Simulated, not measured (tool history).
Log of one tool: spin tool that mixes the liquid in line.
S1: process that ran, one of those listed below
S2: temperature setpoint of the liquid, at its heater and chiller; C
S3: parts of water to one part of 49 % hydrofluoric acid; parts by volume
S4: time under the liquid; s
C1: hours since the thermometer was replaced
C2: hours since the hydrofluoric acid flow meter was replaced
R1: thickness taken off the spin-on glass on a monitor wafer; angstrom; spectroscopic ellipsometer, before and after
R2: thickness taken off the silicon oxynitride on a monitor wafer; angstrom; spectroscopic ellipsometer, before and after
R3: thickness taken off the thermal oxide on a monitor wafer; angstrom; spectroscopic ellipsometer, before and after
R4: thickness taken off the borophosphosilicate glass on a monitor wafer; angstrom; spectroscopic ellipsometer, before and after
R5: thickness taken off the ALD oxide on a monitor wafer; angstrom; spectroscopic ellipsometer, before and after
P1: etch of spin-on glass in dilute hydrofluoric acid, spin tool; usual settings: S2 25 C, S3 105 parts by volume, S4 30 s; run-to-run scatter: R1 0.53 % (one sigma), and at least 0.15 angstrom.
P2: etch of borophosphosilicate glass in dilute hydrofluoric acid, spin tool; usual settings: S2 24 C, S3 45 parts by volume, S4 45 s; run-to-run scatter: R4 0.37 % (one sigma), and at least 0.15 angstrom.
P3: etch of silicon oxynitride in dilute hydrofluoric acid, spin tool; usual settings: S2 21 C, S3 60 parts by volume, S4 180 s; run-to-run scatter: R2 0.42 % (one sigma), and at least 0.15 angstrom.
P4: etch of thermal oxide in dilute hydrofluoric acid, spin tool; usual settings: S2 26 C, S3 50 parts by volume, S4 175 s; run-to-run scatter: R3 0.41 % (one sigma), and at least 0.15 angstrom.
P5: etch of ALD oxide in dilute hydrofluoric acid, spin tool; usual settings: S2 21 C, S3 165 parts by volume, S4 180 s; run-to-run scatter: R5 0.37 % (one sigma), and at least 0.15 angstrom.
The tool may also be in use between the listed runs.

run,hour,S1,S2,S3,S4,C1,C2,R1,R2,R3,R4,R5
1,6.4,P1,25,105,30,498.6,281.7,134.95,,,,
2,16.2,P3,21,60,25,508.4,291.5,,8.0143,,,
3,22.3,P3,21,60,180,514.5,297.6,,59.2,,,
4,34.4,P1,20.5,105,30,526.6,309.7,112.55,,,,
# hour 37.5: thermometer replaced
5,43.9,P1,25,105,30,6.4,319.2,133.87,,,,
6,49.5,P4,26,50,175,12,324.8,,,180.7,,
7,56.5,P2,24,75,45,19,331.8,,,,331.58,
8,68.6,P5,21,165,180,31.1,343.9,,,,,125.81
# hour 75.8: hydrofluoric acid flow meter replaced
9,75.8,P1,25,105,30,38.3,0.1,136.19,,,,
10,82.3,P1,25,105,50,44.8,6.6,226.14,,,,
11,91,P5,21,165,180,53.5,15.3,,,,,126.44
12,97.9,P1,25,105,30,60.4,22.2,134.67,,,,
13,104.4,P3,21,60,180,66.9,28.7,,59.163,,,
14,113.5,P1,31.5,60,30,76,37.8,322.73,,,,
15,119.1,P1,32.5,105,30,81.6,43.4,180.02,,,,
16,126.9,P2,31,45,45,89.4,51.2,,,,759.73,
17,135.7,P1,25,105,30,98.2,60,137.13,,,,
18,148.3,P5,21,80,180,110.8,72.6,,,,,288.75
19,156.3,P5,27.5,165,180,118.8,80.6,,,,,161.16
20,163,P4,26,50,305,125.5,87.3,,,316.44,,
21,172.7,P4,33,50,175,135.2,97,,,239.2,,
22,182.4,P2,24,45,45,144.9,106.7,,,,579.98,
23,192.9,P4,26,20,175,155.4,117.2,,,473.12,,
24,201.1,P1,25,145,30,163.6,125.4,92.587,,,,
25,209.5,P5,21,165,320,172,133.8,,,,,224.75
26,217.5,P1,29.5,105,15,180,141.8,80.503,,,,
27,225.9,P3,26.5,60,180,188.4,150.2,,76.416,,,
28,235.3,P1,25,20,30,197.8,159.6,793.06,,,,
29,244,P1,21.5,60,30,206.5,168.3,216.64,,,,
30,254.7,P3,21,25,180,217.2,179,,145.31,,,
31,263.3,P1,25,105,15,225.8,187.6,67.736,,,,
32,270.5,P2,24,45,15,233,194.8,,,,190.56,
33,283.2,P1,25,105,30,245.7,207.5,135.45,,,,
34,291.6,P1,25,105,30,254.1,215.9,130.77,,,,
35,300.1,P1,25,105,30,262.6,224.4,128.23,,,,
36,308.8,P1,25,105,30,271.3,233.1,126.67,,,,
37,316.7,P1,25,105,30,279.2,241,126.12,,,,
38,326.2,P1,25,105,30,288.7,250.5,126.02,,,,
39,333.5,P1,25,105,30,296,257.8,125.1,,,,
40,342.3,P1,25,105,30,304.8,266.6,125.19,,,,
41,351.9,P1,25,105,30,314.4,276.2,124.46,,,,
42,363,P1,25,105,30,325.5,287.3,124.42,,,,
43,372,P1,25,105,30,334.5,296.3,124.11,,,,

What P1 gives has crept away from where it was. These 2 causes fit the log equally well, each at the size given:
A: liquid colder than its thermometer reads (K) = 2.18
B: hydrofluoric acid flow below the setpoint (%) = 7.3
The creep began at about hour 283.2.

4 check runs are offered, one wafer each, their results left as question marks. Which one tells the causes apart?
check 1,381,P5,24.5,165,290,,,,,,,?
check 2,381,P4,31,25,175,,,,,?,,
check 3,381,P2,24,75,45,,,,,,?,
check 4,381,P3,21,30,180,,,,?,,,

What each check would give under each cause:
check,result,if A,if B
check 1,R5,214.12,212.54
check 2,R3,422.12,425.81
check 3,R4,303.19,304.84
check 4,R2,107.36,111.08
How far apart the two closest causes lie, in the result that separates them most: check 1 0.74 %; check 2 0.87 %; check 3 0.54 %; check 4 3.41 %
Check 4 tells the causes apart: in the others they would give nearly the same result.

Check 4 was then run and gave: R2 107.9 angstrom. Which cause is it?

It is A: liquid colder than its thermometer reads (K).

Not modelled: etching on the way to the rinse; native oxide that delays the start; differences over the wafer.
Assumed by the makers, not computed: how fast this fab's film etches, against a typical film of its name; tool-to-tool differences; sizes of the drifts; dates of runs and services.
